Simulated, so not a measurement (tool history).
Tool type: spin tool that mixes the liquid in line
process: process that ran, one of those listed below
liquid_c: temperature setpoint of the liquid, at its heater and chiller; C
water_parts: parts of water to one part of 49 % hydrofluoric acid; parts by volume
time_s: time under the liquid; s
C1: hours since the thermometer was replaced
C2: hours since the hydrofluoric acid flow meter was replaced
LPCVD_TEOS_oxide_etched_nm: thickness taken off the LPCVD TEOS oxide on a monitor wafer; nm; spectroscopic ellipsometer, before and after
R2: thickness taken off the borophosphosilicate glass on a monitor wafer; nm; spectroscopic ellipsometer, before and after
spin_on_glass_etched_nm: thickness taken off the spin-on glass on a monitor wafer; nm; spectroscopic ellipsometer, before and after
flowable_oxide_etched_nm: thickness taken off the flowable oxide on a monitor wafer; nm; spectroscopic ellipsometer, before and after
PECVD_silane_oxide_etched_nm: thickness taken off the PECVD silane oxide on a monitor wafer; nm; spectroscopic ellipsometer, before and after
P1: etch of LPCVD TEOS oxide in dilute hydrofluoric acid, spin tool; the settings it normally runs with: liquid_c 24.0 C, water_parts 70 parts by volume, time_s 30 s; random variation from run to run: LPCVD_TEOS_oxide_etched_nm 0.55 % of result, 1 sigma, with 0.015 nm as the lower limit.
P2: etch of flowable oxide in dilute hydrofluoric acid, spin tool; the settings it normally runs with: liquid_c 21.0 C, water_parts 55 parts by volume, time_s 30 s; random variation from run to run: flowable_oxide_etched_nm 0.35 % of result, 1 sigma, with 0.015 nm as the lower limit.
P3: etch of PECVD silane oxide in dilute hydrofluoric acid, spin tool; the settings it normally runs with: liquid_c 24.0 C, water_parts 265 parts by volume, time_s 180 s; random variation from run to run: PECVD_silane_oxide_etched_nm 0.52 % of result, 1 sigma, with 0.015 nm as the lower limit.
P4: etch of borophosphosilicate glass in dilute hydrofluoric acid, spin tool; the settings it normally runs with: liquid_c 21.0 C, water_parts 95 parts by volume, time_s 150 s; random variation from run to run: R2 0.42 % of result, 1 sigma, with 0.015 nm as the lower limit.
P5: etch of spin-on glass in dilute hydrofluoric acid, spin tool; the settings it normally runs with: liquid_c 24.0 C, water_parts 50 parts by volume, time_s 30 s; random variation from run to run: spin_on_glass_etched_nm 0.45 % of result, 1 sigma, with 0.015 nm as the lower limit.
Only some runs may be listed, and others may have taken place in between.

{"run": 1, "hour": 3.7, "process": "P1", "liquid_c": 24.0, "water_parts": 70, "time_s": 30, "C1": 433.9, "C2": 632.1, "LPCVD_TEOS_oxide_etched_nm": 24.583}
{"run": 2, "hour": 7.8, "process": "P4", "liquid_c": 21.0, "water_parts": 95, "time_s": 235, "C1": 438.0, "C2": 636.2, "R2": 67.573}
{"run": 3, "hour": 15.8, "process": "P5", "liquid_c": 24.0, "water_parts": 50, "time_s": 30, "C1": 446.0, "C2": 644.2, "spin_on_glass_etched_nm": 25.492}
{"run": 4, "hour": 20.3, "process": "P5", "liquid_c": 24.0, "water_parts": 90, "time_s": 30, "C1": 450.5, "C2": 648.7, "spin_on_glass_etched_nm": 13.637}
{"run": 5, "hour": 24.6, "process": "P1", "liquid_c": 24.0, "water_parts": 70, "time_s": 45, "C1": 454.8, "C2": 653.0, "LPCVD_TEOS_oxide_etched_nm": 36.897}
{"run": 6, "hour": 32.7, "process": "P5", "liquid_c": 32.0, "water_parts": 50, "time_s": 30, "C1": 462.9, "C2": 661.1, "spin_on_glass_etched_nm": 35.31}
{"run": 7, "hour": 39.4, "process": "P2", "liquid_c": 28.5, "water_parts": 55, "time_s": 30, "C1": 469.6, "C2": 667.8, "flowable_oxide_etched_nm": 18.65}
{"run": 8, "hour": 47.5, "process": "P3", "liquid_c": 24.0, "water_parts": 265, "time_s": 20, "C1": 477.7, "C2": 675.9, "PECVD_silane_oxide_etched_nm": 1.3189}
{"run": 9, "hour": 51.1, "process": "P3", "liquid_c": 24.0, "water_parts": 265, "time_s": 180, "C1": 481.3, "C2": 679.5, "PECVD_silane_oxide_etched_nm": 11.611}
{"run": 10, "hour": 58.8, "process": "P1", "liquid_c": 24.0, "water_parts": 20, "time_s": 30, "C1": 489.0, "C2": 687.2, "LPCVD_TEOS_oxide_etched_nm": 92.055}
{"run": 11, "hour": 63.9, "process": "P5", "liquid_c": 24.0, "water_parts": 50, "time_s": 30, "C1": 494.1, "C2": 692.3, "spin_on_glass_etched_nm": 25.738}
{"run": 12, "hour": 67.4, "process": "P3", "liquid_c": 19.5, "water_parts": 265, "time_s": 180, "C1": 497.6, "C2": 695.8, "PECVD_silane_oxide_etched_nm": 9.8016}
{"run": 13, "hour": 74.6, "process": "P5", "liquid_c": 24.0, "water_parts": 50, "time_s": 60, "C1": 504.8, "C2": 703.0, "spin_on_glass_etched_nm": 51.203}
{"run": 14, "hour": 80.6, "process": "P2", "liquid_c": 21.0, "water_parts": 20, "time_s": 30, "C1": 510.8, "C2": 709.0, "flowable_oxide_etched_nm": 39.561}
{"run": 15, "hour": 86.3, "process": "P4", "liquid_c": 21.0, "water_parts": 95, "time_s": 150, "C1": 516.5, "C2": 714.7, "R2": 43.145}
{"run": 16, "hour": 90.5, "process": "P1", "liquid_c": 24.0, "water_parts": 70, "time_s": 30, "C1": 520.7, "C2": 718.9, "LPCVD_TEOS_oxide_etched_nm": 24.735}
{"run": 17, "hour": 97.1, "process": "P2", "liquid_c": 21.0, "water_parts": 55, "time_s": 30, "C1": 527.3, "C2": 725.5, "flowable_oxide_etched_nm": 13.577}
{"run": 18, "hour": 104.5, "process": "P1", "liquid_c": 24.0, "water_parts": 70, "time_s": 30, "C1": 534.7, "C2": 732.9, "LPCVD_TEOS_oxide_etched_nm": 24.667}
{"run": 19, "hour": 111.4, "process": "P1", "liquid_c": 24.0, "water_parts": 105, "time_s": 45, "C1": 541.6, "C2": 739.8, "LPCVD_TEOS_oxide_etched_nm": 23.326}
{"run": 20, "hour": 115.6, "process": "P1", "liquid_c": 24.0, "water_parts": 100, "time_s": 30, "C1": 545.8, "C2": 744.0, "LPCVD_TEOS_oxide_etched_nm": 16.567}
{"run": 21, "hour": 123.2, "process": "P4", "liquid_c": 21.0, "water_parts": 95, "time_s": 150, "C1": 553.4, "C2": 751.6, "R2": 43.051}
{"run": 22, "hour": 130.9, "process": "P1", "liquid_c": 17.0, "water_parts": 70, "time_s": 30, "C1": 561.1, "C2": 759.3, "LPCVD_TEOS_oxide_etched_nm": 18.443}
{"run": 23, "hour": 135.3, "process": "P4", "liquid_c": 17.0, "water_parts": 95, "time_s": 150, "C1": 565.5, "C2": 763.7, "R2": 37.064}
{"run": 24, "hour": 139.0, "process": "P4", "liquid_c": 21.0, "water_parts": 175, "time_s": 150, "C1": 569.2, "C2": 767.4, "R2": 21.402}
{"run": 25, "hour": 145.8, "process": "P1", "liquid_c": 27.5, "water_parts": 30, "time_s": 30, "C1": 576.0, "C2": 774.2, "LPCVD_TEOS_oxide_etched_nm": 70.713}
{"run": 26, "hour": 153.2, "process": "P1", "liquid_c": 24.0, "water_parts": 70, "time_s": 30, "C1": 583.4, "C2": 781.6, "LPCVD_TEOS_oxide_etched_nm": 24.623}
{"run": 27, "hour": 160.4, "process": "P3", "liquid_c": 24.0, "water_parts": 470, "time_s": 180, "C1": 590.6, "C2": 788.8, "PECVD_silane_oxide_etched_nm": 5.4638}
{"run": 28, "hour": 165.3, "process": "P1", "liquid_c": 24.0, "water_parts": 120, "time_s": 55, "C1": 595.5, "C2": 793.7, "LPCVD_TEOS_oxide_etched_nm": 24.795}
{"run": 29, "hour": 172.3, "process": "P1", "liquid_c": 29.5, "water_parts": 70, "time_s": 30, "C1": 602.5, "C2": 800.7, "LPCVD_TEOS_oxide_etched_nm": 30.802}
{"run": 30, "hour": 180.4, "process": "P1", "liquid_c": 24.0, "water_parts": 70, "time_s": 15, "C1": 610.6, "C2": 808.8, "LPCVD_TEOS_oxide_etched_nm": 12.433}
{"run": 31, "hour": 187.0, "process": "P2", "liquid_c": 21.0, "water_parts": 55, "time_s": 15, "C1": 617.2, "C2": 815.4, "flowable_oxide_etched_nm": 6.8468}
{"run": 32, "hour": 191.5, "process": "P1", "liquid_c": 24.0, "water_parts": 70, "time_s": 30, "C1": 621.7, "C2": 819.9, "LPCVD_TEOS_oxide_etched_nm": 24.784}
{"run": 33, "hour": 198.2, "process": "P1", "liquid_c": 24.0, "water_parts": 70, "time_s": 30, "C1": 628.4, "C2": 826.6, "LPCVD_TEOS_oxide_etched_nm": 23.932}
{"run": 34, "hour": 205.3, "process": "P1", "liquid_c": 24.0, "water_parts": 70, "time_s": 30, "C1": 635.5, "C2": 833.7, "LPCVD_TEOS_oxide_etched_nm": 23.11}
{"run": 35, "hour": 209.1, "process": "P1", "liquid_c": 24.0, "water_parts": 70, "time_s": 30, "C1": 639.3, "C2": 837.5, "LPCVD_TEOS_oxide_etched_nm": 23.185}
{"run": 36, "hour": 213.0, "process": "P1", "liquid_c": 24.0, "water_parts": 70, "time_s": 30, "C1": 643.2, "C2": 841.4, "LPCVD_TEOS_oxide_etched_nm": 23.091}
{"run": 37, "hour": 217.8, "process": "P1", "liquid_c": 24.0, "water_parts": 70, "time_s": 30, "C1": 648.0, "C2": 846.2, "LPCVD_TEOS_oxide_etched_nm": 22.999}
{"run": 38, "hour": 224.2, "process": "P1", "liquid_c": 24.0, "water_parts": 70, "time_s": 30, "C1": 654.4, "C2": 852.6, "LPCVD_TEOS_oxide_etched_nm": 22.957}

Something has made what P1 gives creep away from where it was; the 2 causes below, each at its own stated size, fit the log equally well:
A: liquid colder than its thermometer reads (K) = 1.81
B: hydrofluoric acid flow below the setpoint (%) = 6.51
The gradual shift began around hour 191.5.

Which of the check runs below tells the causes apart, meaning the causes would give it clearly different results? Each run uses 2 wafers whose results are averaged, and each result is shown as a question mark.
{"run": "check 1", "hour": 230.6, "process": "P2", "liquid_c": 26.0, "water_parts": 55, "time_s": 30, "flowable_oxide_etched_nm": "?"}
{"run": "check 2", "hour": 230.6, "process": "P3", "liquid_c": 24.0, "water_parts": 455, "time_s": 180, "PECVD_silane_oxide_etched_nm": "?"}
{"run": "check 3", "hour": 230.6, "process": "P4", "liquid_c": 17.0, "water_parts": 140, "time_s": 150, "R2": "?"}
{"run": "check 4", "hour": 230.6, "process": "P5", "liquid_c": 24.0, "water_parts": 85, "time_s": 30, "spin_on_glass_etched_nm": "?"}

What every check run would give for each of its results, assuming each possible cause in turn:
check=check_1 result=flowable_oxide_etched_nm if_A=15.6170 if_B=15.6320
check=check_2 result=PECVD_silane_oxide_etched_nm if_A=5.3423 if_B=5.1551
check=check_3 result=R2 if_A=22.034 if_B=21.999
check=check_4 result=spin_on_glass_etched_nm if_A=13.445 if_B=13.423
How far apart the two closest causes lie, in the result that separates them most: check 1 0.09 %; check 2 3.57 %; check 3 0.16 %; check 4 0.17 %
Check 2 is the one run that separates the causes; every other check would come out nearly the same whichever cause is at work.

Check 2 has now been run. It gave: PECVD_silane_oxide_etched_nm 5.1281 nm. Which of the candidate causes is it?

It is B: hydrofluoric acid flow below the setpoint (%).

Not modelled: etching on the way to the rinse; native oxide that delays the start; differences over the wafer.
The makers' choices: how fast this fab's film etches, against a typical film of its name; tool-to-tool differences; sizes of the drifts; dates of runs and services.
